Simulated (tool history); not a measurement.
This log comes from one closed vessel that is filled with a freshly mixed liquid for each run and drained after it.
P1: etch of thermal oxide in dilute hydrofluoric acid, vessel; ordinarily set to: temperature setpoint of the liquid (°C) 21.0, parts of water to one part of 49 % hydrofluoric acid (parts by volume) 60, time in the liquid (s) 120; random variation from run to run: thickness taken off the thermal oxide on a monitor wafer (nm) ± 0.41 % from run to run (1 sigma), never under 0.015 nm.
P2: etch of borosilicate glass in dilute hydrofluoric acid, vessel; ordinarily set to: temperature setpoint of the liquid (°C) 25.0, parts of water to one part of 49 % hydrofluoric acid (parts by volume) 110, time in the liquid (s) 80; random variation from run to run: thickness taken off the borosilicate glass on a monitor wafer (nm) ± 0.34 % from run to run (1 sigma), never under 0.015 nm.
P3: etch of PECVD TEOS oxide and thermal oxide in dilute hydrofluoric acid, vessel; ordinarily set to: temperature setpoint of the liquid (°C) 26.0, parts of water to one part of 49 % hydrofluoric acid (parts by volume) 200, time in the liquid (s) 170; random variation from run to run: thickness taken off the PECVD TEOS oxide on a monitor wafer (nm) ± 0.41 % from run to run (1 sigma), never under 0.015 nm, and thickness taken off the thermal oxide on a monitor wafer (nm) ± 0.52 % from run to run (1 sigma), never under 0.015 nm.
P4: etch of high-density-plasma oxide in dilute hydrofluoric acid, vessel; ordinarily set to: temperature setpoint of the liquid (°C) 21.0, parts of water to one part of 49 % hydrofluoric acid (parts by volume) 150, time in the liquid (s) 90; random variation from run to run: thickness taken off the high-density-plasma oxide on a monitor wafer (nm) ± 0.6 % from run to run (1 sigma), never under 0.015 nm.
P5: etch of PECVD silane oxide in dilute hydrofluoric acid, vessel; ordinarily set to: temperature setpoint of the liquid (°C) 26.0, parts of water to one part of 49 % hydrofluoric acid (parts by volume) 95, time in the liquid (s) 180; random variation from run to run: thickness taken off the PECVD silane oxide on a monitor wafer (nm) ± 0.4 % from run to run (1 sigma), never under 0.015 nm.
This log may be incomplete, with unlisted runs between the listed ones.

run,hour,process that ran,temperature setpoint of the liquid (°C),parts of water to one part of 49 % hydrofluoric acid (parts by volume),time in the liquid (s),thickness taken off the thermal oxide on a monitor wafer (nm),thickness taken off the PECVD silane oxide on a monitor wafer (nm),thickness taken off the borosilicate glass on a monitor wafer (nm),thickness taken off the high-density-plasma oxide on a monitor wafer (nm),thickness taken off the PECVD TEOS oxide on a monitor wafer (nm)
1,8.3,P1,21.0,60,120,8.6714,,,,
2,17.1,P5,19.5,95,180,,37.874,,,
3,23.6,P2,25.0,110,30,,,10.648,,
4,31.9,P4,21.0,150,90,,,,4.7874,
5,45.0,P5,26.0,175,180,,24.483,,,
6,52.4,P1,24.5,60,55,4.6089,,,,
7,64.2,P2,25.0,25,80,,,140.300,,
8,73.3,P1,27.0,60,120,11.0860,,,,
9,81.7,P3,26.0,200,170,3.9667,,,,13.3110
10,88.9,P1,21.0,60,120,8.6960,,,,
11,102.0,P1,26.5,60,70,6.3033,,,,
12,111.2,P1,21.0,60,120,8.6273,,,,
13,124.6,P1,21.0,60,120,8.6637,,,,
14,130.8,P4,27.0,150,90,,,,5.9986,
15,143.8,P1,17.0,85,120,5.0215,,,,
16,154.1,P2,25.0,110,80,,,28.449,,
17,166.1,P3,26.0,200,85,2.0236,,,,6.6256
18,177.5,P1,21.0,60,120,8.6763,,,,
19,183.5,P1,21.0,60,30,2.1755,,,,
20,190.6,P3,34.0,200,170,5.2818,,,,17.4850
21,199.2,P1,21.0,35,120,15.3910,,,,
22,205.0,P3,26.0,110,170,8.0944,,,,27.0200
23,214.6,P4,21.0,150,30,,,,1.5857,
24,220.7,P4,21.0,75,90,,,,10.2700,
25,231.3,P4,21.0,150,90,,,,4.7914,
26,242.2,P1,21.0,85,120,5.9559,,,,
27,248.4,P2,17.0,110,80,,,20.493,,
28,256.4,P1,21.0,60,120,8.7326,,,,
29,264.0,P1,17.0,60,120,7.3387,,,,
30,270.6,P5,26.0,95,180,,49.493,,,
31,278.5,P1,21.0,60,220,15.8270,,,,
32,289.8,P5,26.0,95,270,,73.699,,,
33,300.9,P5,26.0,95,180,,49.422,,,
34,312.8,P1,21.0,60,120,8.6133,,,,
35,324.1,P1,21.0,60,120,8.3501,,,,

For run 36, what comes out?
36,332.3,P1,21.0,60,120,?,,,,

Run 36 yielded thickness taken off the thermal oxide on a monitor wafer (nm) 8.2316.
